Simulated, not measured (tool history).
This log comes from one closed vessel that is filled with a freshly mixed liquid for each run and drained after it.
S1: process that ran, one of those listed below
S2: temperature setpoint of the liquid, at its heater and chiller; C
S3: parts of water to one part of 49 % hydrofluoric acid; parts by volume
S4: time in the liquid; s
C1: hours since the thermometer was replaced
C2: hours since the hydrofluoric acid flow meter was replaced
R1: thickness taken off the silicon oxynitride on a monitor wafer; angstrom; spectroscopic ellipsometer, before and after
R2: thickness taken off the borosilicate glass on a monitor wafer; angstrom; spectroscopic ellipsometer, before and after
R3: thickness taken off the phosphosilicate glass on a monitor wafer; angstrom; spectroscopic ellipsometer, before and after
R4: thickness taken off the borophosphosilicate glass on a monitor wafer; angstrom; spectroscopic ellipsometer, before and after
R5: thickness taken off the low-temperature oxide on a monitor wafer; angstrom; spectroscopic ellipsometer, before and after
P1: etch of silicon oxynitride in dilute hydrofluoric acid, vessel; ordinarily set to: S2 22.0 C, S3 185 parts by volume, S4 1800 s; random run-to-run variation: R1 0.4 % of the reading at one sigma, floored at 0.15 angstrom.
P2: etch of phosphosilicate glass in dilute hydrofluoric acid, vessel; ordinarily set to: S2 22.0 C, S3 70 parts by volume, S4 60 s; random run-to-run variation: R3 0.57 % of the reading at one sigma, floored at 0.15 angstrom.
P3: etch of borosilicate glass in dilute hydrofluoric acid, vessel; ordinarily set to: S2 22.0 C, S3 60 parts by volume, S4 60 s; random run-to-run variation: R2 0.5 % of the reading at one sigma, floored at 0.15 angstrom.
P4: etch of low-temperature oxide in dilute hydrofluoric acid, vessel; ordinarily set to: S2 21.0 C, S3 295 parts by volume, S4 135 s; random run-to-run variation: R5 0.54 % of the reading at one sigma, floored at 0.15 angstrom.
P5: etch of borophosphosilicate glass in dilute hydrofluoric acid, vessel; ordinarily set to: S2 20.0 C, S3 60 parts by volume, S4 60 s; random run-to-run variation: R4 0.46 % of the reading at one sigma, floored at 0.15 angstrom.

run 1 hour=5.8 | S1=P1 S2=22.0 S3=185 S4=1800 | C1=828.0 C2=555.5 | R1=198.500
run 2 hour=12.4 | S1=P3 S2=22.0 S3=100 S4=60 | C1=834.6 C2=562.1 | R2=171.02
run 3 hour=16.8 | S1=P1 S2=22.0 S3=40 S4=1800 | C1=839.0 C2=566.5 | R1=1025.300
run 4 hour=21.9 | S1=P2 S2=17.0 S3=70 S4=60 | C1=844.1 C2=571.6 | R3=1327.2
run 5 hour=25.7 | S1=P1 S2=22.0 S3=185 S4=1800 | C1=847.9 C2=575.4 | R1=198.260
run 6 hour=30.9 | S1=P3 S2=17.0 S3=60 S4=60 | C1=853.1 C2=580.6 | R2=245.03
run 7 hour=35.7 | S1=P3 S2=22.0 S3=60 S4=60 | C1=857.9 C2=585.4 | R2=300.93
run 8 hour=40.1 | S1=P1 S2=22.0 S3=300 S4=3370 | C1=862.3 C2=589.8 | R1=210.350
run 9 hour=45.6 | S1=P1 S2=27.5 S3=185 S4=545 | C1=867.8 C2=595.3 | R1=75.916
run 10 hour=50.0 | S1=P5 S2=20.0 S3=20 S4=60 | C1=872.2 C2=599.7 | R4=1078.90
run 11 hour=53.8 | S1=P4 S2=21.0 S3=540 S4=135 | C1=876.0 C2=603.5 | R5=49.148
run 12 hour=60.5 | S1=P1 S2=22.0 S3=185 S4=1800 | C1=882.7 C2=610.2 | R1=198.980
run 13 hour=66.4 | S1=P5 S2=17.0 S3=60 S4=60 | C1=888.6 C2=616.1 | R4=302.91
run 14 hour=70.3 | S1=P1 S2=22.0 S3=185 S4=3190 | C1=892.5 C2=620.0 | R1=350.360
run 15 hour=75.6 | S1=P4 S2=21.0 S3=295 S4=135 | C1=897.8 C2=625.3 | R5=109.040
run 16 hour=80.0 | S1=P1 S2=22.0 S3=295 S4=1800 | C1=902.2 C2=629.7 | R1=114.400
run 17 hour=85.5 | S1=P3 S2=22.0 S3=60 S4=60 | C1=907.7 C2=635.2 | R2=302.86
run 18 hour=89.9 | S1=P1 S2=17.0 S3=185 S4=555 | C1=912.1 C2=639.6 | R1=48.305
run 19 hour=93.8 | S1=P5 S2=20.0 S3=60 S4=60 | C1=916.0 C2=643.5 | R4=340.13
run 20 hour=99.4 | S1=P1 S2=22.0 S3=185 S4=715 | C1=921.6 C2=649.1 | R1=78.907
run 21 hour=105.2 | S1=P4 S2=17.0 S3=295 S4=135 | C1=927.4 C2=654.9 | R5=94.754
run 22 hour=111.8 | S1=P4 S2=21.0 S3=295 S4=260 | C1=934.0 C2=661.5 | R5=210.910
run 23 hour=115.8 | S1=P5 S2=20.0 S3=60 S4=60 | C1=938.0 C2=665.5 | R4=339.30
run 24 hour=122.1 | S1=P1 S2=28.5 S3=185 S4=1800 | C1=944.3 C2=671.8 | R1=262.150
run 25 hour=128.8 | S1=P3 S2=22.0 S3=60 S4=85 | C1=951.0 C2=678.5 | R2=429.20
run 26 hour=135.3 | S1=P4 S2=21.0 S3=295 S4=135 | C1=957.5 C2=685.0 | R5=110.190
run 27 hour=141.6 | S1=P5 S2=20.0 S3=60 S4=85 | C1=963.8 C2=691.3 | R4=484.84
run 28 hour=146.9 | S1=P2 S2=22.0 S3=70 S4=60 | C1=969.1 C2=696.6 | R3=1632.3
run 29 hour=151.3 | S1=P2 S2=22.0 S3=70 S4=100 | C1=973.5 C2=701.0 | R3=2723.8
run 30 hour=155.5 | S1=P1 S2=17.0 S3=185 S4=1800 | C1=977.7 C2=705.2 | R1=155.530
run 31 hour=158.6 | S1=P2 S2=22.0 S3=20 S4=60 | C1=980.8 C2=708.3 | R3=6097.9
run 32 hour=162.2 | S1=P1 S2=22.0 S3=185 S4=1800 | C1=984.4 C2=711.9 | R1=197.000
run 33 hour=168.1 | S1=P1 S2=22.0 S3=185 S4=1800 | C1=990.3 C2=717.8 | R1=196.510
run 34 hour=173.0 | S1=P1 S2=22.0 S3=185 S4=1800 | C1=995.2 C2=722.7 | R1=202.120
run 35 hour=176.7 | S1=P1 S2=22.0 S3=185 S4=1800 | C1=998.9 C2=726.4 | R1=203.830
run 36 hour=183.2 | S1=P1 S2=22.0 S3=185 S4=1800 | C1=1005.4 C2=732.9 | R1=206.750
run 37 hour=188.3 | S1=P1 S2=22.0 S3=185 S4=1800 | C1=1010.5 C2=738.0 | R1=210.020
run 38 hour=191.7 | S1=P1 S2=22.0 S3=185 S4=1800 | C1=1013.9 C2=741.4 | R1=207.920
run 39 hour=195.4 | S1=P1 S2=22.0 S3=185 S4=1800 | C1=1017.6 C2=745.1 | R1=209.180
run 40 hour=199.6 | S1=P1 S2=22.0 S3=185 S4=1800 | C1=1021.8 C2=749.3 | R1=211.420
run 41 hour=206.1 | S1=P1 S2=22.0 S3=185 S4=1800 | C1=1028.3 C2=755.8 | R1=209.790
run 42 hour=209.1 | S1=P1 S2=22.0 S3=185 S4=1800 | C1=1031.3 C2=758.8 | R1=209.680
run 43 hour=212.9 | S1=P1 S2=22.0 S3=185 S4=1800 | C1=1035.1 C2=762.6 | R1=209.080

P1 has crept away from where it was. The log is fitted equally well by each of these 2 causes, at the sizes shown:
A: liquid hotter than its thermometer reads (K) = 1.4
B: hydrofluoric acid flow above the setpoint (%) = 5.78
At approximately hour 168.1, the process output began to creep.

The 4 check runs listed below each average the results of 2 wafers, and their outcomes are marked with question marks. Under which run would the listed causes produce clearly different results?
run check 1 hour=216.7 | S1=P3 S2=22.0 S3=80 S4=60 | R2=?
run check 2 hour=216.7 | S1=P5 S2=17.0 S3=60 S4=60 | R4=?
run check 3 hour=216.7 | S1=P2 S2=17.0 S3=30 S4=60 | R3=?
run check 4 hour=216.7 | S1=P4 S2=21.0 S3=465 S4=255 | R5=?

If the cause were each of the candidates in turn, the checks would give the following:
check=check_1 result=R2 if_A=233.65 if_B=234.72
check=check_2 result=R4 if_A=319.47 if_B=319.37
check=check_3 result=R3 if_A=3431.3 if_B=3419.9
check=check_4 result=R5 if_A=119.340 if_B=123.080
Gap, in per cent, between the two causes that each check separates least, read from the result that separates them most: check 1 0.45 %; check 2 0.03 %; check 3 0.33 %; check 4 3.09 %
Check 4 tells the causes apart: in the others they would give nearly the same result.

With check 4 done, the readings were: R5 123.380 angstrom. Identify which of the listed causes applies.

The cause is B: hydrofluoric acid flow above the setpoint (%).

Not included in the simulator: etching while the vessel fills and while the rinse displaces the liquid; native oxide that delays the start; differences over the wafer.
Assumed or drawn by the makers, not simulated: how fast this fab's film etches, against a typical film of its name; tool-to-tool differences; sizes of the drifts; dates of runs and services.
